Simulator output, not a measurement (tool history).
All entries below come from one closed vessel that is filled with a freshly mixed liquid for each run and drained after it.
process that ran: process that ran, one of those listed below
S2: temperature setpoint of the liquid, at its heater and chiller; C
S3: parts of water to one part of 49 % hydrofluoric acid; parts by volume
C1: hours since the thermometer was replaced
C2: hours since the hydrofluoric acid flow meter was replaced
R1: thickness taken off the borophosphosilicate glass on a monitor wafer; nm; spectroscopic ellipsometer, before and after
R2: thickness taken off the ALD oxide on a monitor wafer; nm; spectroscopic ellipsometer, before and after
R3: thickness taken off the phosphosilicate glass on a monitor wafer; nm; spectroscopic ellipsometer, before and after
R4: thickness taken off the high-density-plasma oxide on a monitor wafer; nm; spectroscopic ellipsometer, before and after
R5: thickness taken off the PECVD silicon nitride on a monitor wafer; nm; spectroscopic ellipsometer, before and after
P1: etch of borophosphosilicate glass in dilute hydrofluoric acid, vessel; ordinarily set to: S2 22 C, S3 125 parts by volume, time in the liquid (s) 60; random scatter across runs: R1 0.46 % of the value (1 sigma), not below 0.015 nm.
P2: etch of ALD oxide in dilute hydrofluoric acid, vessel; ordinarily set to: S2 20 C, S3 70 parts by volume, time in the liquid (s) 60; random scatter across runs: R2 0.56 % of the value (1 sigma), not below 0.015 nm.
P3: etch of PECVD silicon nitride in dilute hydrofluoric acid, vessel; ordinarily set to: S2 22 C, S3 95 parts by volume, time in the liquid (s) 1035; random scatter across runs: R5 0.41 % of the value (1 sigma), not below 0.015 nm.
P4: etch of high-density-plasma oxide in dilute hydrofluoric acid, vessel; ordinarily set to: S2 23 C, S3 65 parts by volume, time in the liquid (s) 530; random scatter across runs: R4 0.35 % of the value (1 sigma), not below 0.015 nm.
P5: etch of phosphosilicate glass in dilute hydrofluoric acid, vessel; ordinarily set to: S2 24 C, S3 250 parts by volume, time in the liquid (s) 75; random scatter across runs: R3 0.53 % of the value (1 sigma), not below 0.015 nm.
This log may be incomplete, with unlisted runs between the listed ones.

run 1 hour=9.4 | process_that_ran=P1 S2=22 S3=125 time_in_the_liquid_(s)=60 | C1=772.3 C2=549 | R1=37.465
run 2 hour=20.1 | process_that_ran=P2 S2=20 S3=70 time_in_the_liquid_(s)=60 | C1=783 C2=559.7 | R2=10.739
run 3 hour=28.8 | process_that_ran=P1 S2=22 S3=125 time_in_the_liquid_(s)=60 | C1=791.7 C2=568.4 | R1=37.832
run 4 hour=46 | process_that_ran=P2 S2=20 S3=100 time_in_the_liquid_(s)=60 | C1=808.9 C2=585.6 | R2=7.2719
run 5 hour=55.5 | process_that_ran=P5 S2=24 S3=250 time_in_the_liquid_(s)=115 | C1=818.4 C2=595.1 | R3=59.171
run 6 hour=71.5 | process_that_ran=P1 S2=17.5 S3=125 time_in_the_liquid_(s)=60 | C1=834.4 C2=611.1 | R1=31.172
-- hour=75.8 thermometer replaced
run 7 hour=83.1 | process_that_ran=P5 S2=24 S3=250 time_in_the_liquid_(s)=75 | C1=7.3 C2=622.7 | R3=39.111
run 8 hour=97.5 | process_that_ran=P1 S2=22 S3=125 time_in_the_liquid_(s)=30 | C1=21.7 C2=637.1 | R1=18.688
run 9 hour=114.5 | process_that_ran=P1 S2=28.5 S3=125 time_in_the_liquid_(s)=60 | C1=38.7 C2=654.1 | R1=48.331
run 10 hour=126.7 | process_that_ran=P1 S2=22 S3=125 time_in_the_liquid_(s)=60 | C1=50.9 C2=666.3 | R1=37.45
run 11 hour=136.9 | process_that_ran=P4 S2=23 S3=65 time_in_the_liquid_(s)=990 | C1=61.1 C2=676.5 | R4=76.318
run 12 hour=153.1 | process_that_ran=P5 S2=18 S3=250 time_in_the_liquid_(s)=75 | C1=77.3 C2=692.7 | R3=31.12
run 13 hour=170.1 | process_that_ran=P1 S2=22 S3=175 time_in_the_liquid_(s)=60 | C1=94.3 C2=709.7 | R1=25.458
run 14 hour=182.9 | process_that_ran=P4 S2=23 S3=35 time_in_the_liquid_(s)=530 | C1=107.1 C2=722.5 | R4=79.513
run 15 hour=195.5 | process_that_ran=P1 S2=18 S3=45 time_in_the_liquid_(s)=60 | C1=119.7 C2=735.1 | R1=96.964
run 16 hour=208.1 | process_that_ran=P4 S2=23 S3=65 time_in_the_liquid_(s)=530 | C1=132.3 C2=747.7 | R4=41.22
run 17 hour=224.7 | process_that_ran=P1 S2=22 S3=125 time_in_the_liquid_(s)=60 | C1=148.9 C2=764.3 | R1=37.613
run 18 hour=232.6 | process_that_ran=P2 S2=20 S3=70 time_in_the_liquid_(s)=85 | C1=156.8 C2=772.2 | R2=15.181
run 19 hour=249.8 | process_that_ran=P1 S2=22 S3=125 time_in_the_liquid_(s)=60 | C1=174 C2=789.4 | R1=37.882
run 20 hour=257.3 | process_that_ran=P3 S2=22 S3=95 time_in_the_liquid_(s)=1695 | C1=181.5 C2=796.9 | R5=46.696
run 21 hour=270.9 | process_that_ran=P1 S2=22 S3=125 time_in_the_liquid_(s)=95 | C1=195.1 C2=810.5 | R1=59.222
run 22 hour=280.8 | process_that_ran=P3 S2=22 S3=95 time_in_the_liquid_(s)=1035 | C1=205 C2=820.4 | R5=28.658
run 23 hour=296.1 | process_that_ran=P4 S2=23 S3=65 time_in_the_liquid_(s)=530 | C1=220.3 C2=835.7 | R4=40.803
run 24 hour=310.7 | process_that_ran=P1 S2=22 S3=205 time_in_the_liquid_(s)=35 | C1=234.9 C2=850.3 | R1=12.148
run 25 hour=326.8 | process_that_ran=P1 S2=22 S3=50 time_in_the_liquid_(s)=60 | C1=251 C2=866.4 | R1=102.73
run 26 hour=341.3 | process_that_ran=P1 S2=22 S3=125 time_in_the_liquid_(s)=60 | C1=265.5 C2=880.9 | R1=37.632
run 27 hour=350.3 | process_that_ran=P4 S2=17 S3=65 time_in_the_liquid_(s)=530 | C1=274.5 C2=889.9 | R4=31.712
run 28 hour=359.4 | process_that_ran=P3 S2=22 S3=95 time_in_the_liquid_(s)=1035 | C1=283.6 C2=899 | R5=28.614
run 29 hour=376.3 | process_that_ran=P2 S2=28 S3=70 time_in_the_liquid_(s)=60 | C1=300.5 C2=915.9 | R2=14.773

Run 30, settings as shown, results not yet in. Your forecast:
run 30 hour=387.2 | process_that_ran=P3 S2=28.5 S3=95 time_in_the_liquid_(s)=1035 | C1=311.4 C2=926.8 | R5=?

Run 30 gave R5 43.719 nm.
